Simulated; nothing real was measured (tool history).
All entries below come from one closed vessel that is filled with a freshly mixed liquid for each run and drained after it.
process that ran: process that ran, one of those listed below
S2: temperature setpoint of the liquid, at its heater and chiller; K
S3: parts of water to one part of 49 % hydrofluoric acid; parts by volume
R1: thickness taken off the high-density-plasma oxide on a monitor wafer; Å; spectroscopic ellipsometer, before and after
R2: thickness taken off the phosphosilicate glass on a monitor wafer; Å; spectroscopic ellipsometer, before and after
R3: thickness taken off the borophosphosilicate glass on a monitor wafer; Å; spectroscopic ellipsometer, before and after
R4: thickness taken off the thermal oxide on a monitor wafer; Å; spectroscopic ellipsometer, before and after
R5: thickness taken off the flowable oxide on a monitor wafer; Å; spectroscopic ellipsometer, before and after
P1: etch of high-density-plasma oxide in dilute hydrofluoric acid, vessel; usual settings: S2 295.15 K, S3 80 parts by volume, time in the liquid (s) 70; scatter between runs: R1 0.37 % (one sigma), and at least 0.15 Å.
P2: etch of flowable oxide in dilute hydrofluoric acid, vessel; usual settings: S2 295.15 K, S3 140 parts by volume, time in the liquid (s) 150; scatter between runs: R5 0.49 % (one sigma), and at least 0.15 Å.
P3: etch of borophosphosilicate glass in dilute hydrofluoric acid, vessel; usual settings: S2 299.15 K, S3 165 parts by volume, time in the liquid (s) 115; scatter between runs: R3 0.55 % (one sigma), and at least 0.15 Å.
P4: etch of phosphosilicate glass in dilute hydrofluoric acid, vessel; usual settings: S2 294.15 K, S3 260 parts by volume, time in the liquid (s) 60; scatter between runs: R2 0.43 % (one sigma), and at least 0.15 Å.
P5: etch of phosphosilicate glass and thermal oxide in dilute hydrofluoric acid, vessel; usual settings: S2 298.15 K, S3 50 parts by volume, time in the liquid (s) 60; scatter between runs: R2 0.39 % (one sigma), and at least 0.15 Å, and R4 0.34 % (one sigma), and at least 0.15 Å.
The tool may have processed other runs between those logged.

Run 1, hour 14.5: process that ran P1, S2 295.15 K, S3 80 parts by volume, time in the liquid (s) 70. Result: R1 68.894 Å.
Run 2, hour 24.2: process that ran P1, S2 302.65 K, S3 80 parts by volume, time in the liquid (s) 70. Result: R1 93.122 Å.
Run 3, hour 40.8: process that ran P1, S2 295.15 K, S3 80 parts by volume, time in the liquid (s) 100. Result: R1 98.372 Å.
Run 4, hour 54.0: process that ran P1, S2 295.15 K, S3 80 parts by volume, time in the liquid (s) 70. Result: R1 69.439 Å.
Run 5, hour 63.4: process that ran P4, S2 294.15 K, S3 260 parts by volume, time in the liquid (s) 60. Result: R2 103.820 Å.
Run 6, hour 79.6: process that ran P3, S2 291.65 K, S3 165 parts by volume, time in the liquid (s) 115. Result: R3 179.840 Å.
Run 7, hour 97.8: process that ran P1, S2 290.15 K, S3 140 parts by volume, time in the liquid (s) 70. Result: R1 30.049 Å.
Run 8, hour 115.5: process that ran P4, S2 301.15 K, S3 260 parts by volume, time in the liquid (s) 60. Result: R2 133.310 Å.
Run 9, hour 124.0: process that ran P1, S2 290.15 K, S3 80 parts by volume, time in the liquid (s) 70. Result: R1 56.079 Å.
Run 10, hour 141.4: process that ran P1, S2 295.15 K, S3 80 parts by volume, time in the liquid (s) 70. Result: R1 69.092 Å.
Run 11, hour 152.1: process that ran P3, S2 299.15 K, S3 165 parts by volume, time in the liquid (s) 115. Result: R3 237.480 Å.
Run 12, hour 167.5: process that ran P5, S2 290.65 K, S3 50 parts by volume, time in the liquid (s) 60. Result: R2 574.530 Å, R4 45.592 Å.
Run 13, hour 179.7: process that ran P4, S2 294.15 K, S3 260 parts by volume, time in the liquid (s) 115. Result: R2 200.040 Å.
Run 14, hour 188.6: process that ran P3, S2 299.15 K, S3 40 parts by volume, time in the liquid (s) 115. Result: R3 1159.400 Å.
Run 15, hour 206.9: process that ran P5, S2 298.15 K, S3 50 parts by volume, time in the liquid (s) 60. Result: R2 790.200 Å, R4 62.060 Å.
Run 16, hour 224.6: process that ran P1, S2 295.15 K, S3 80 parts by volume, time in the liquid (s) 70. Result: R1 69.245 Å.
Run 17, hour 233.5: process that ran P1, S2 295.15 K, S3 80 parts by volume, time in the liquid (s) 70. Result: R1 69.281 Å.
Run 18, hour 244.8: process that ran P4, S2 294.15 K, S3 260 parts by volume, time in the liquid (s) 60. Result: R2 104.140 Å.
Run 19, hour 260.9: process that ran P1, S2 295.15 K, S3 45 parts by volume, time in the liquid (s) 70. Result: R1 129.210 Å.
Run 20, hour 277.8: process that ran P3, S2 299.15 K, S3 165 parts by volume, time in the liquid (s) 115. Result: R3 239.260 Å.
Run 21, hour 296.4: process that ran P5, S2 298.15 K, S3 50 parts by volume, time in the liquid (s) 60. Result: R2 785.950 Å, R4 62.086 Å.
Run 22, hour 312.8: process that ran P1, S2 295.15 K, S3 125 parts by volume, time in the liquid (s) 70. Result: R1 42.035 Å.
Run 23, hour 329.6: process that ran P3, S2 299.15 K, S3 165 parts by volume, time in the liquid (s) 35. Result: R3 72.997 Å.
Run 24, hour 347.2: process that ran P2, S2 295.15 K, S3 140 parts by volume, time in the liquid (s) 60. Result: R5 146.10 Å.
Run 25, hour 358.3: process that ran P1, S2 295.15 K, S3 80 parts by volume, time in the liquid (s) 70. Result: R1 69.045 Å.
Run 26, hour 369.6: process that ran P2, S2 295.15 K, S3 140 parts by volume, time in the liquid (s) 150. Result: R5 362.36 Å.
Run 27, hour 385.2: process that ran P1, S2 290.15 K, S3 35 parts by volume, time in the liquid (s) 70. Result: R1 134.590 Å.
Run 28, hour 402.2: process that ran P1, S2 299.15 K, S3 50 parts by volume, time in the liquid (s) 70. Result: R1 135.180 Å.
Run 29, hour 419.5: process that ran P2, S2 295.15 K, S3 140 parts by volume, time in the liquid (s) 150. Result: R5 366.53 Å.
Run 30, hour 429.1: process that ran P1, S2 295.15 K, S3 80 parts by volume, time in the liquid (s) 30. Result: R1 29.511 Å.
Run 31, hour 447.6: process that ran P5, S2 298.15 K, S3 90 parts by volume, time in the liquid (s) 60. Result: R2 415.930 Å, R4 32.293 Å.
Run 32, hour 461.7: process that ran P2, S2 290.15 K, S3 140 parts by volume, time in the liquid (s) 150. Result: R5 300.93 Å.
Run 33, hour 477.7: process that ran P2, S2 295.15 K, S3 25 parts by volume, time in the liquid (s) 150. Result: R5 2360.60 Å.
Run 34, hour 488.0: process that ran P5, S2 298.15 K, S3 50 parts by volume, time in the liquid (s) 30. Result: R2 391.460 Å, R4 30.946 Å.
Run 35, hour 501.9: process that ran P4, S2 294.15 K, S3 430 parts by volume, time in the liquid (s) 60. Result: R2 54.123 Å.
Run 36, hour 514.6: process that ran P1, S2 295.15 K, S3 80 parts by volume, time in the liquid (s) 70. Result: R1 69.226 Å.
Run 37, hour 529.3: process that ran P1, S2 295.15 K, S3 80 parts by volume, time in the liquid (s) 70. Result: R1 69.172 Å.
Run 38, hour 546.9: process that ran P1, S2 295.15 K, S3 80 parts by volume, time in the liquid (s) 70. Result: R1 72.208 Å.
Run 39, hour 556.2: process that ran P1, S2 295.15 K, S3 80 parts by volume, time in the liquid (s) 70. Result: R1 72.869 Å.
Run 40, hour 568.7: process that ran P1, S2 295.15 K, S3 80 parts by volume, time in the liquid (s) 70. Result: R1 73.941 Å.
Run 41, hour 584.4: process that ran P1, S2 295.15 K, S3 80 parts by volume, time in the liquid (s) 70. Result: R1 75.184 Å.
Run 42, hour 602.5: process that ran P1, S2 295.15 K, S3 80 parts by volume, time in the liquid (s) 70. Result: R1 75.594 Å.
Run 43, hour 616.5: process that ran P1, S2 295.15 K, S3 80 parts by volume, time in the liquid (s) 70. Result: R1 75.201 Å.
Run 44, hour 630.2: process that ran P1, S2 295.15 K, S3 80 parts by volume, time in the liquid (s) 70. Result: R1 75.810 Å.
Run 45, hour 647.3: process that ran P1, S2 295.15 K, S3 80 parts by volume, time in the liquid (s) 70. Result: R1 75.924 Å.

Something has made what P1 gives creep away from where it was; the 2 causes below, each at its own stated size, fit the log equally well:
A: liquid hotter than its thermometer reads (K) = 2.24
B: hydrofluoric acid flow above the setpoint (%) = 8.63
The onset of the drift is placed at about hour 529.3.

Which of the 4 check runs listed below, each an average over 2 wafers with its results shown as question marks, gives clearly different results under the different listed causes?
Run check 1, hour 664.4: process that ran P3, S2 299.15 K, S3 45 parts by volume, time in the liquid (s) 115. Result: R3 ?.
Run check 2, hour 664.4: process that ran P5, S2 294.65 K, S3 50 parts by volume, time in the liquid (s) 60. Result: R2 ?, R4 ?.
Run check 3, hour 664.4: process that ran P2, S2 295.15 K, S3 50 parts by volume, time in the liquid (s) 95. Result: R5 ?.
Run check 4, hour 664.4: process that ran P4, S2 301.15 K, S3 260 parts by volume, time in the liquid (s) 60. Result: R2 ?.

Check results expected under each cause:
  check  result      if A      if B
check 1      R3  1120.000  1117.000
check 2      R2   747.090   742.980
check 2      R4    58.835    58.512
check 3      R5    790.17    786.17
check 4      R2   143.940   148.450
Gap, in per cent, between the two causes that each check separates least, read from the result that separates them most: check 1 0.27 %; check 2 0.55 %; check 3 0.51 %; check 4 3.09 %
Check 4 is the one run that separates the causes; every other check would come out nearly the same whichever cause is at work.

Check 4 was carried out, with these results: R2 144.060 Å. Which of the listed causes is responsible?

It was cause A: liquid hotter than its thermometer reads (K).
